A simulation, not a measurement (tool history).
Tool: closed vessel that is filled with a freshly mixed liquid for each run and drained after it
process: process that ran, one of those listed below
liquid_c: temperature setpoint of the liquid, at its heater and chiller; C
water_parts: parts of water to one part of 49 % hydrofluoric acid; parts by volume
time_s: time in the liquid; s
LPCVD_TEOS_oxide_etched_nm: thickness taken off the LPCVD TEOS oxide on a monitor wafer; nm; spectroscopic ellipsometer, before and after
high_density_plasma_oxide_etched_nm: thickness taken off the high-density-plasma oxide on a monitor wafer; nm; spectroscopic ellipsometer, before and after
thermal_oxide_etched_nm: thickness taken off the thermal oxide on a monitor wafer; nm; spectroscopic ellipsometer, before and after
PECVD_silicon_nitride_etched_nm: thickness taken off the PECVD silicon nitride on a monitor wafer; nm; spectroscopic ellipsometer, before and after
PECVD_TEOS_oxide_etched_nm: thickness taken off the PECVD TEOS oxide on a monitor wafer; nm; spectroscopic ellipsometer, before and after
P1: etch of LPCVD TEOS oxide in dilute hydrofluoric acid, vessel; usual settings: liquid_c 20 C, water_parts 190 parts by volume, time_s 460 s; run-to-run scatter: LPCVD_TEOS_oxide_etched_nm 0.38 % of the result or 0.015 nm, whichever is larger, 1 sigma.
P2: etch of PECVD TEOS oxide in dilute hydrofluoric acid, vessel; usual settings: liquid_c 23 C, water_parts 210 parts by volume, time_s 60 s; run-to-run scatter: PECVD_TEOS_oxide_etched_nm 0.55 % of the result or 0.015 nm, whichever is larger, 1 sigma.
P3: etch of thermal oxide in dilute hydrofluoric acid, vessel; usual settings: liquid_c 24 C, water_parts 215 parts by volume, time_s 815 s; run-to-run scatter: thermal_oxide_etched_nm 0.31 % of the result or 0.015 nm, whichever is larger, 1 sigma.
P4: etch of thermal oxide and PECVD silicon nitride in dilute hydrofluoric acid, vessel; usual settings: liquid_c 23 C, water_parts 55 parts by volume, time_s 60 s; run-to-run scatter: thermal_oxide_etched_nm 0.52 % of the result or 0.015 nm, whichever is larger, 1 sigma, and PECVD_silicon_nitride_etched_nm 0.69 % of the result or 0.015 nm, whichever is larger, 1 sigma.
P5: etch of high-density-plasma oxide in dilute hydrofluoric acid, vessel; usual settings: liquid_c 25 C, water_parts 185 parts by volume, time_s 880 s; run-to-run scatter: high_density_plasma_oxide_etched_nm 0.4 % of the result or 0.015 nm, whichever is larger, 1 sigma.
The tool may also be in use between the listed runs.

run    day  process  liquid_c  water_parts  time_s  hours since the thermometer was replaced  hours since the hydrofluoric acid flow meter was replaced  LPCVD_TEOS_oxide_etched_nm  high_density_plasma_oxide_etched_nm  thermal_oxide_etched_nm  PECVD_silicon_nitride_etched_nm  PECVD_TEOS_oxide_etched_nm
  1  0.242       P1        20          190     460                                     990.7                                                      152.3                      55.335
  2  0.533       P1        20           90     680                                     997.7                                                      159.3                      191.83
  3  0.896       P5        25          185     880                                    1006.4                                                        168                                                           36.033
  4    1.2       P4        23           20      60                                    1013.7                                                      175.3                                                                                    15.406                           8.5472
  5    1.6       P3      18.5          215     815                                    1023.3                                                      184.9                                                                                    13.004
  6  1.946       P1        20          190     100                                    1031.6                                                      193.2                      12.052
  7  2.258       P1        27          190     460                                    1039.1                                                      200.7                      71.633
     2.425  -- hydrofluoric acid flow meter replaced
  8  2.692       P2        23          210      60                                    1049.5                                                        6.4                                                                                                                                                 6.1071
  9  3.042       P1        20          190     460                                    1057.9                                                       14.8                      55.448
 10  3.408       P1        17          190     460                                    1066.7                                                       23.6                      49.089
 11  3.808       P1        20          190     460                                    1076.3                                                       33.2                      55.174
 12  4.046       P2        23           60      60                                      1082                                                       38.9                                                                                                                                                 25.277
 13   4.45       P5        25          185     440                                    1091.7                                                       48.6                                                           17.811
 14  4.767       P1        20          190     460                                    1099.3                                                       56.2                      55.599
 15  5.167       P1        20          190     460                                    1108.9                                                       65.8                      55.644
 16  5.533       P1      27.5          190     665                                    1117.7                                                       74.6                      106.62
 17    5.9       P4        18           55      60                                    1126.5                                                       83.4                                                                                    4.2514                           2.2265
 18  6.225       P1        20           55     460                                    1134.3                                                       91.2                      221.34
 19  6.438       P4        23           55      30                                    1139.4                                                       96.3                                                                                    2.6389                           1.6037
 20  6.729       P3        24          215    1600                                    1146.4                                                      103.3                                                                                    31.404
 21  7.033       P2        23          210      60                                    1153.7                                                      110.6                                                                                                                                                 6.1476
 22  7.438       P2      27.5          210      60                                    1163.4                                                      120.3                                                                                                                                                 7.2022
 23  7.754       P3        24          215     815                                      1171                                                      127.9                                                                                    15.908
 24  7.983       P1        17          190     810                                    1176.5                                                      133.4                      86.561
 25  8.258       P1        20          190     710                                    1183.1                                                        140                      84.736
 26  8.617       P2        23          210      30                                    1191.7                                                      148.6                                                                                                                                                 3.0695
 27  8.996       P3        24          215     815                                    1200.8                                                      157.7                                                                                    15.986
 28  9.254       P5        18          185     880                                      1207                                                      163.9                                                           27.489
 29  9.458       P3        24           75     815                                    1211.9                                                      168.8                                                                                    53.808

Run 30 comes next. What will it give?
 30  9.708       P1        20          295     460                                    1217.9                                                      174.8                           ?

LPCVD_TEOS_oxide_etched_nm: 32.395 nm
